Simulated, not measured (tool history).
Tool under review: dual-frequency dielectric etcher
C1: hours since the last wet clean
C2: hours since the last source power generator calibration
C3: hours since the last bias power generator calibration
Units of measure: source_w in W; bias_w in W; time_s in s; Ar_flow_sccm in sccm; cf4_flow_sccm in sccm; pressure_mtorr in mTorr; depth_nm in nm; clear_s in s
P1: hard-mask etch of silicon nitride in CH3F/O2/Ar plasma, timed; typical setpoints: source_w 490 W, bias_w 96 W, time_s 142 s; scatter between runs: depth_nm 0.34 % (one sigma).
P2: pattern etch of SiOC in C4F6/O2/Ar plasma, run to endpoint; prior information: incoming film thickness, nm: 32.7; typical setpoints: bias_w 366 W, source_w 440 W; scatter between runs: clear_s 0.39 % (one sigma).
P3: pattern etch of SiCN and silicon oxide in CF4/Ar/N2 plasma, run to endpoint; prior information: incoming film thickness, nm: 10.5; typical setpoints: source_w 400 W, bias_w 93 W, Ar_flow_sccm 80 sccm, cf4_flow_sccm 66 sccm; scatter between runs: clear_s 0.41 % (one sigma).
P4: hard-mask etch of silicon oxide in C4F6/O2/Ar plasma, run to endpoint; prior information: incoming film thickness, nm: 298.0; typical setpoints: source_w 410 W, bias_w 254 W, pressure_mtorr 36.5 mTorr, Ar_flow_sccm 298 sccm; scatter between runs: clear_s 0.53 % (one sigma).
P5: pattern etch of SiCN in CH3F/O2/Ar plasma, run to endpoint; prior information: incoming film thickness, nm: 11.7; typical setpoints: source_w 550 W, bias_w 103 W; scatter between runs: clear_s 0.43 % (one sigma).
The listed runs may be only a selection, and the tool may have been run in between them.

{"run": 1, "hour": 6.3, "process": "P1", "source_w": 490, "bias_w": 96, "time_s": 142, "C1": 415, "C2": 747.6, "C3": 1356.2, "depth_nm": 125.89}
{"run": 2, "hour": 10.7, "process": "P2", "source_w": 590, "bias_w": 366, "C1": 419.4, "C2": 752, "C3": 1360.6, "clear_s": 10.731}
{"run": 3, "hour": 14.1, "process": "P1", "source_w": 490, "bias_w": 66, "time_s": 142, "C1": 422.8, "C2": 755.4, "C3": 1364, "depth_nm": 110.2}
{"run": 4, "hour": 19.2, "process": "P3", "source_w": 280, "bias_w": 93, "Ar_flow_sccm": 80, "cf4_flow_sccm": 66, "C1": 427.9, "C2": 760.5, "C3": 1369.1, "clear_s": 16.678}
{"run": 5, "hour": 23.3, "process": "P1", "source_w": 490, "bias_w": 96, "time_s": 173.5, "C1": 432, "C2": 764.6, "C3": 1373.2, "depth_nm": 153.78}
{"run": 6, "hour": 28.8, "process": "P4", "source_w": 410, "bias_w": 314, "Ar_flow_sccm": 298, "pressure_mtorr": 36.5, "C1": 437.5, "C2": 770.1, "C3": 1378.7, "clear_s": 81.905}
{"run": 7, "hour": 32.8, "process": "P3", "source_w": 400, "bias_w": 93, "Ar_flow_sccm": 80, "cf4_flow_sccm": 66, "C1": 441.5, "C2": 774.1, "C3": 1382.7, "clear_s": 12.154}
{"run": 8, "hour": 38.7, "process": "P1", "source_w": 340, "bias_w": 96, "time_s": 142, "C1": 447.4, "C2": 780, "C3": 1388.6, "depth_nm": 109.98}
{"run": 9, "hour": 41.8, "process": "P1", "source_w": 490, "bias_w": 129, "time_s": 142, "C1": 450.5, "C2": 783.1, "C3": 1391.7, "depth_nm": 139.67}
{"run": 10, "hour": 44.8, "process": "P1", "source_w": 330, "bias_w": 69, "time_s": 142, "C1": 453.5, "C2": 786.1, "C3": 1394.7, "depth_nm": 96.218}
{"run": 11, "hour": 50.3, "process": "P2", "source_w": 440, "bias_w": 366, "C1": 459, "C2": 791.6, "C3": 1400.2, "clear_s": 11.943}
{"hour": 51.6, "done": "source power generator calibrated"}
{"run": 12, "hour": 55.2, "process": "P4", "source_w": 410, "bias_w": 254, "Ar_flow_sccm": 298, "pressure_mtorr": 36.5, "C1": 463.9, "C2": 3.6, "C3": 1405.1, "clear_s": 87.359}
{"run": 13, "hour": 61.9, "process": "P1", "source_w": 590, "bias_w": 96, "time_s": 142, "C1": 470.6, "C2": 10.3, "C3": 1411.8, "depth_nm": 134.42}
{"run": 14, "hour": 66.8, "process": "P3", "source_w": 400, "bias_w": 111, "Ar_flow_sccm": 80, "cf4_flow_sccm": 66, "C1": 475.5, "C2": 15.2, "C3": 1416.7, "clear_s": 11.47}
{"run": 15, "hour": 72.7, "process": "P1", "source_w": 490, "bias_w": 96, "time_s": 142, "C1": 481.4, "C2": 21.1, "C3": 1422.6, "depth_nm": 125.47}
{"run": 16, "hour": 77.8, "process": "P1", "source_w": 490, "bias_w": 96, "time_s": 142, "C1": 486.5, "C2": 26.2, "C3": 1427.7, "depth_nm": 125.03}
{"run": 17, "hour": 81.3, "process": "P3", "source_w": 400, "bias_w": 93, "Ar_flow_sccm": 80, "cf4_flow_sccm": 93, "C1": 490, "C2": 29.7, "C3": 1431.2, "clear_s": 11.698}
{"run": 18, "hour": 87.9, "process": "P3", "source_w": 400, "bias_w": 93, "Ar_flow_sccm": 80, "cf4_flow_sccm": 66, "C1": 496.6, "C2": 36.3, "C3": 1437.8, "clear_s": 12.213}
{"run": 19, "hour": 93.5, "process": "P1", "source_w": 490, "bias_w": 96, "time_s": 142, "C1": 502.2, "C2": 41.9, "C3": 1443.4, "depth_nm": 125.83}
{"run": 20, "hour": 99.6, "process": "P5", "source_w": 410, "bias_w": 103, "C1": 508.3, "C2": 48, "C3": 1449.5, "clear_s": 26.626}
{"run": 21, "hour": 103.8, "process": "P4", "source_w": 410, "bias_w": 254, "Ar_flow_sccm": 408, "pressure_mtorr": 36.5, "C1": 512.5, "C2": 52.2, "C3": 1453.7, "clear_s": 90.778}
{"run": 22, "hour": 107.7, "process": "P1", "source_w": 490, "bias_w": 96, "time_s": 142, "C1": 516.4, "C2": 56.1, "C3": 1457.6, "depth_nm": 124.46}
{"run": 23, "hour": 113.7, "process": "P3", "source_w": 400, "bias_w": 93, "Ar_flow_sccm": 96, "cf4_flow_sccm": 66, "C1": 522.4, "C2": 62.1, "C3": 1463.6, "clear_s": 12.561}
{"run": 24, "hour": 117.4, "process": "P1", "source_w": 300, "bias_w": 132, "time_s": 142, "C1": 526.1, "C2": 65.8, "C3": 1467.3, "depth_nm": 117.92}
{"run": 25, "hour": 124.3, "process": "P5", "source_w": 550, "bias_w": 103, "C1": 533, "C2": 72.7, "C3": 1474.2, "clear_s": 23.922}
{"run": 26, "hour": 128.7, "process": "P4", "source_w": 290, "bias_w": 254, "Ar_flow_sccm": 298, "pressure_mtorr": 36.5, "C1": 537.4, "C2": 77.1, "C3": 1478.6, "clear_s": 99.517}
{"run": 27, "hour": 132.6, "process": "P4", "source_w": 410, "bias_w": 254, "Ar_flow_sccm": 298, "pressure_mtorr": 25, "C1": 541.3, "C2": 81, "C3": 1482.5, "clear_s": 84.437}
{"hour": 133.1, "done": "bias power generator calibrated"}
{"run": 28, "hour": 137.9, "process": "P2", "source_w": 440, "bias_w": 218, "C1": 546.6, "C2": 86.3, "C3": 4.8, "clear_s": 14.206}
{"run": 29, "hour": 142.2, "process": "P1", "source_w": 490, "bias_w": 96, "time_s": 107, "C1": 550.9, "C2": 90.6, "C3": 9.1, "depth_nm": 94.345}
{"run": 30, "hour": 148.2, "process": "P5", "source_w": 550, "bias_w": 128, "C1": 556.9, "C2": 96.6, "C3": 15.1, "clear_s": 22.017}
{"run": 31, "hour": 151.2, "process": "P1", "source_w": 490, "bias_w": 96, "time_s": 142, "C1": 559.9, "C2": 99.6, "C3": 18.1, "depth_nm": 125.48}
{"run": 32, "hour": 157.7, "process": "P1", "source_w": 490, "bias_w": 96, "time_s": 142, "C1": 566.4, "C2": 106.1, "C3": 24.6, "depth_nm": 126.03}
{"run": 33, "hour": 161.4, "process": "P1", "source_w": 490, "bias_w": 96, "time_s": 142, "C1": 570.1, "C2": 109.8, "C3": 28.3, "depth_nm": 127.06}
{"run": 34, "hour": 164.6, "process": "P1", "source_w": 490, "bias_w": 96, "time_s": 142, "C1": 573.3, "C2": 113, "C3": 31.5, "depth_nm": 127.78}
{"run": 35, "hour": 170.6, "process": "P1", "source_w": 490, "bias_w": 96, "time_s": 142, "C1": 579.3, "C2": 119, "C3": 37.5, "depth_nm": 126.75}
{"run": 36, "hour": 175.6, "process": "P1", "source_w": 490, "bias_w": 96, "time_s": 142, "C1": 584.3, "C2": 124, "C3": 42.5, "depth_nm": 127.76}
{"hour": 181.1, "done": "wet clean of the chamber"}
{"run": 37, "hour": 182.4, "process": "P1", "source_w": 490, "bias_w": 96, "time_s": 142, "C1": 1.3, "C2": 130.8, "C3": 49.3, "depth_nm": 127.96}
{"run": 38, "hour": 188.5, "process": "P1", "source_w": 490, "bias_w": 96, "time_s": 142, "C1": 7.4, "C2": 136.9, "C3": 55.4, "depth_nm": 127.57}
{"run": 39, "hour": 193.2, "process": "P1", "source_w": 490, "bias_w": 96, "time_s": 142, "C1": 12.1, "C2": 141.6, "C3": 60.1, "depth_nm": 126.89}

Something has made what P1 gives creep away from where it was; the 2 causes below, each at its own stated size, fit the log equally well:
A: source power that arrives over what is set, % = 4.59
B: bias power that arrives over what is set, % = 4.77
The drift started at roughly hour 151.2.
Why every other cause is out:
chamber walls in a state that raises the etch rate, %: work on it at hour 181.1, done after the drift set in, did not restore what the process gave before

The list below offers 4 check runs, each averaging the results of 2 wafers, and shows each result as a question mark. For which of them would the listed causes give clearly different results?
{"run": "check 1", "hour": 197.9, "process": "P2", "source_w": 440, "bias_w": 366, "clear_s": "?"}
{"run": "check 2", "hour": 197.9, "process": "P4", "source_w": 410, "bias_w": 254, "Ar_flow_sccm": 298, "pressure_mtorr": 36.5, "clear_s": "?"}
{"run": "check 3", "hour": 197.9, "process": "P3", "source_w": 400, "bias_w": 93, "Ar_flow_sccm": 80, "cf4_flow_sccm": 66, "clear_s": "?"}
{"run": "check 4", "hour": 197.9, "process": "P5", "source_w": 550, "bias_w": 103, "clear_s": "?"}

How each check would come out, cause by cause:
check=check_1 result=clear_s if_A=11.753 if_B=11.757
check=check_2 result=clear_s if_A=86.421 if_B=86.536
check=check_3 result=clear_s if_A=11.717 if_B=11.99
check=check_4 result=clear_s if_A=23.426 if_B=23.408
How far apart the two closest causes lie, in the result that separates them most: check 1 0.03 %; check 2 0.13 %; check 3 2.3 %; check 4 0.08 %
The causes can be told apart only by check 3. The other checks would give nearly the same results under each of them.

Check 3 was then run and gave: clear_s 11.741 s. Which cause is it?

It is A: source power that arrives over what is set, %.
